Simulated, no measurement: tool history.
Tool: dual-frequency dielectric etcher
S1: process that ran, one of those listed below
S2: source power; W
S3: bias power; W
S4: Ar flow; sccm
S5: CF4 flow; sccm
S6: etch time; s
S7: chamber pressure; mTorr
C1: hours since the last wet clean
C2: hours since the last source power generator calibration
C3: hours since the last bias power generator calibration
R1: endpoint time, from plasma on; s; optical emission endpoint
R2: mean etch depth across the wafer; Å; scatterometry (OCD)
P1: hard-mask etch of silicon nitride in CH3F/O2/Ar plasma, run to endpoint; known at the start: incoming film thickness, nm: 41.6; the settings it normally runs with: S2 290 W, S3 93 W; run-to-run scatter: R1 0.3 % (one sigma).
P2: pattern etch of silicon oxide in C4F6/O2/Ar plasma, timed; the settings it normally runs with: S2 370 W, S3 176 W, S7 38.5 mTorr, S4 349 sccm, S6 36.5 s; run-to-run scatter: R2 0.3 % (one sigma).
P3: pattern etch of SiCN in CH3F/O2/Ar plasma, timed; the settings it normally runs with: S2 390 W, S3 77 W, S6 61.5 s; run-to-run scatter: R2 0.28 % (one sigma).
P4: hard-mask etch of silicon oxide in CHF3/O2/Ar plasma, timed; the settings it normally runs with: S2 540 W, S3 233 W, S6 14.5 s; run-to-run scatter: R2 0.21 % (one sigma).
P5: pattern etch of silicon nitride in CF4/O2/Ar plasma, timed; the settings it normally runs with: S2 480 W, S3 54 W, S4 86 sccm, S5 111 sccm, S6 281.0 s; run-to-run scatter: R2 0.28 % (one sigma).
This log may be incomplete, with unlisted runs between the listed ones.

{"run": 1, "hour": 8.3, "S1": "P1", "S2": 290, "S3": 93, "C1": 211.4, "C2": 2635.1, "C3": 985.8, "R1": 61.395}
{"run": 2, "hour": 16.4, "S1": "P1", "S2": 290, "S3": 93, "C1": 219.5, "C2": 2643.2, "C3": 993.9, "R1": 61.331}
{"run": 3, "hour": 20.3, "S1": "P5", "S2": 480, "S3": 38, "S4": 86, "S5": 111, "S6": 281.0, "C1": 223.4, "C2": 2647.1, "C3": 997.8, "R2": 4982.2}
{"run": 4, "hour": 28.5, "S1": "P5", "S2": 480, "S3": 54, "S4": 55, "S5": 111, "S6": 281.0, "C1": 231.6, "C2": 2655.3, "C3": 1006.0, "R2": 5925.3}
{"run": 5, "hour": 36.1, "S1": "P1", "S2": 200, "S3": 128, "C1": 239.2, "C2": 2662.9, "C3": 1013.6, "R1": 62.258}
{"run": 6, "hour": 41.6, "S1": "P5", "S2": 480, "S3": 54, "S4": 86, "S5": 111, "S6": 281.0, "C1": 244.7, "C2": 2668.4, "C3": 1019.1, "R2": 5666.3}
{"run": 7, "hour": 48.3, "S1": "P1", "S2": 290, "S3": 93, "C1": 251.4, "C2": 2675.1, "C3": 1025.8, "R1": 61.638}
{"run": 8, "hour": 56.4, "S1": "P3", "S2": 390, "S3": 77, "S6": 82.0, "C1": 259.5, "C2": 2683.2, "C3": 1033.9, "R2": 315.77}
{"run": 9, "hour": 60.8, "S1": "P1", "S2": 290, "S3": 57, "C1": 263.9, "C2": 2687.6, "C3": 1038.3, "R1": 73.009}
{"run": 10, "hour": 66.1, "S1": "P1", "S2": 240, "S3": 93, "C1": 269.2, "C2": 2692.9, "C3": 1043.6, "R1": 65.832}
{"run": 11, "hour": 71.8, "S1": "P3", "S2": 230, "S3": 77, "S6": 61.5, "C1": 274.9, "C2": 2698.6, "C3": 1049.3, "R2": 194.02}
{"run": 12, "hour": 79.1, "S1": "P3", "S2": 390, "S3": 77, "S6": 61.5, "C1": 282.2, "C2": 2705.9, "C3": 1056.6, "R2": 236.48}
{"run": 13, "hour": 86.4, "S1": "P2", "S2": 370, "S3": 176, "S4": 349, "S6": 36.5, "S7": 46.5, "C1": 289.5, "C2": 2713.2, "C3": 1063.9, "R2": 1037.9}
{"run": 14, "hour": 94.5, "S1": "P2", "S2": 370, "S3": 231, "S4": 349, "S6": 36.5, "S7": 38.5, "C1": 297.6, "C2": 2721.3, "C3": 1072.0, "R2": 1157.7}
{"run": 15, "hour": 101.5, "S1": "P4", "S2": 540, "S3": 233, "S6": 14.5, "C1": 304.6, "C2": 2728.3, "C3": 1079.0, "R2": 311.44}
{"run": 16, "hour": 106.8, "S1": "P2", "S2": 370, "S3": 176, "S4": 478, "S6": 36.5, "S7": 38.5, "C1": 309.9, "C2": 2733.6, "C3": 1084.3, "R2": 1024.3}
{"run": 17, "hour": 114.0, "S1": "P1", "S2": 290, "S3": 118, "C1": 317.1, "C2": 2740.8, "C3": 1091.5, "R1": 56.268}
{"run": 18, "hour": 119.3, "S1": "P1", "S2": 290, "S3": 93, "C1": 322.4, "C2": 2746.1, "C3": 1096.8, "R1": 61.447}
{"run": 19, "hour": 126.6, "S1": "P5", "S2": 480, "S3": 54, "S4": 86, "S5": 111, "S6": 281.0, "C1": 329.7, "C2": 2753.4, "C3": 1104.1, "R2": 5653.7}
{"run": 20, "hour": 134.4, "S1": "P4", "S2": 540, "S3": 233, "S6": 8.5, "C1": 337.5, "C2": 2761.2, "C3": 1111.9, "R2": 182.94}
{"run": 21, "hour": 141.6, "S1": "P2", "S2": 370, "S3": 176, "S4": 349, "S6": 36.5, "S7": 38.5, "C1": 344.7, "C2": 2768.4, "C3": 1119.1, "R2": 1061.5}
{"run": 22, "hour": 149.4, "S1": "P1", "S2": 390, "S3": 93, "C1": 352.5, "C2": 2776.2, "C3": 1126.9, "R1": 54.856}
{"run": 23, "hour": 155.8, "S1": "P1", "S2": 200, "S3": 109, "C1": 358.9, "C2": 2782.6, "C3": 1133.3, "R1": 66.274}
{"run": 24, "hour": 161.7, "S1": "P1", "S2": 290, "S3": 93, "C1": 364.8, "C2": 2788.5, "C3": 1139.2, "R1": 61.416}
{"run": 25, "hour": 168.8, "S1": "P5", "S2": 480, "S3": 54, "S4": 86, "S5": 76, "S6": 281.0, "C1": 371.9, "C2": 2795.6, "C3": 1146.3, "R2": 5406.4}
{"run": 26, "hour": 175.7, "S1": "P5", "S2": 480, "S3": 54, "S4": 86, "S5": 111, "S6": 417.0, "C1": 378.8, "C2": 2802.5, "C3": 1153.2, "R2": 8432.8}
{"run": 27, "hour": 180.3, "S1": "P3", "S2": 390, "S3": 107, "S6": 61.5, "C1": 383.4, "C2": 2807.1, "C3": 1157.8, "R2": 265.64}
{"run": 28, "hour": 187.8, "S1": "P2", "S2": 370, "S3": 176, "S4": 349, "S6": 28.5, "S7": 38.5, "C1": 390.9, "C2": 2814.6, "C3": 1165.3, "R2": 831.7}
{"run": 29, "hour": 194.2, "S1": "P4", "S2": 710, "S3": 233, "S6": 14.5, "C1": 397.3, "C2": 2821.0, "C3": 1171.7, "R2": 345.21}
{"run": 30, "hour": 201.3, "S1": "P4", "S2": 540, "S3": 186, "S6": 14.5, "C1": 404.4, "C2": 2828.1, "C3": 1178.8, "R2": 288.4}
{"run": 31, "hour": 206.6, "S1": "P5", "S2": 360, "S3": 54, "S4": 86, "S5": 111, "S6": 281.0, "C1": 409.7, "C2": 2833.4, "C3": 1184.1, "R2": 4409.5}
{"run": 32, "hour": 214.2, "S1": "P1", "S2": 210, "S3": 71, "C1": 417.3, "C2": 2841.0, "C3": 1191.7, "R1": 76.18}
{"run": 33, "hour": 219.6, "S1": "P2", "S2": 220, "S3": 176, "S4": 349, "S6": 36.5, "S7": 38.5, "C1": 422.7, "C2": 2846.4, "C3": 1197.1, "R2": 866.04}
{"run": 34, "hour": 226.2, "S1": "P1", "S2": 290, "S3": 93, "C1": 429.3, "C2": 2853.0, "C3": 1203.7, "R1": 61.455}
{"run": 35, "hour": 230.4, "S1": "P1", "S2": 290, "S3": 93, "C1": 433.5, "C2": 2857.2, "C3": 1207.9, "R1": 61.124}
{"run": 36, "hour": 235.6, "S1": "P1", "S2": 290, "S3": 93, "C1": 438.7, "C2": 2862.4, "C3": 1213.1, "R1": 60.678}
{"run": 37, "hour": 242.9, "S1": "P1", "S2": 290, "S3": 93, "C1": 446.0, "C2": 2869.7, "C3": 1220.4, "R1": 60.785}
{"run": 38, "hour": 247.3, "S1": "P1", "S2": 290, "S3": 93, "C1": 450.4, "C2": 2874.1, "C3": 1224.8, "R1": 60.558}
{"run": 39, "hour": 255.2, "S1": "P1", "S2": 290, "S3": 93, "C1": 458.3, "C2": 2882.0, "C3": 1232.7, "R1": 60.539}
{"hour": 258.6, "done": "wet clean of the chamber"}
{"run": 40, "hour": 262.7, "S1": "P1", "S2": 290, "S3": 93, "C1": 4.1, "C2": 2889.5, "C3": 1240.2, "R1": 60.488}
{"run": 41, "hour": 269.6, "S1": "P1", "S2": 290, "S3": 93, "C1": 11.0, "C2": 2896.4, "C3": 1247.1, "R1": 60.45}
{"run": 42, "hour": 276.5, "S1": "P1", "S2": 290, "S3": 93, "C1": 17.9, "C2": 2903.3, "C3": 1254.0, "R1": 60.267}
{"run": 43, "hour": 283.6, "S1": "P1", "S2": 290, "S3": 93, "C1": 25.0, "C2": 2910.4, "C3": 1261.1, "R1": 60.333}
{"run": 44, "hour": 287.7, "S1": "P1", "S2": 290, "S3": 93, "C1": 29.1, "C2": 2914.5, "C3": 1265.2, "R1": 60.468}

The log shows P1 creeping away from where it was. Any of the 2 causes listed here, at the size stated for it, fits the log just as well as the others:
A: bias power that arrives over what is set, % = 4.78
B: source power that arrives over what is set, % = 4.78
The drift started at roughly hour 226.2.
Every other cause this tool's parts could produce, and why it does not fit the log:
chamber walls in a state that raises the etch rate, %: maintenance at hour 258.6, after the shift began, did not return the process to its former output

4 check runs are offered, one wafer each, their results left as question marks. Which one tells the causes apart?
{"run": "check 1", "hour": 291.8, "S1": "P2", "S2": 230, "S3": 176, "S4": 349, "S6": 36.5, "S7": 38.5, "R2": "?"}
{"run": "check 2", "hour": 291.8, "S1": "P3", "S2": 250, "S3": 77, "S6": 61.5, "R2": "?"}
{"run": "check 3", "hour": 291.8, "S1": "P4", "S2": 540, "S3": 196, "S6": 9.5, "R2": "?"}
{"run": "check 4", "hour": 291.8, "S1": "P5", "S2": 480, "S3": 44, "S4": 86, "S5": 111, "S6": 281.0, "R2": "?"}

What every check run would give for each of its results, assuming each possible cause in turn:
check=check_1 result=R2 if_A=895.35 if_B=897.73
check=check_2 result=R2 if_A=203.56 if_B=203.55
check=check_3 result=R2 if_A=195.87 if_B=196.18
check=check_4 result=R2 if_A=5346.20 if_B=5478.30
Distance between the nearest two causes, measured in the result of the check that separates them most: check 1 0.27 %; check 2 0.01 %; check 3 0.16 %; check 4 2.44 %
Check 4 tells the causes apart: in the others they would give nearly the same result.

Then check 4 was run and gave: R2 5338.40 Å. Which cause is it?

Of the candidate causes, it is A: bias power that arrives over what is set, %.
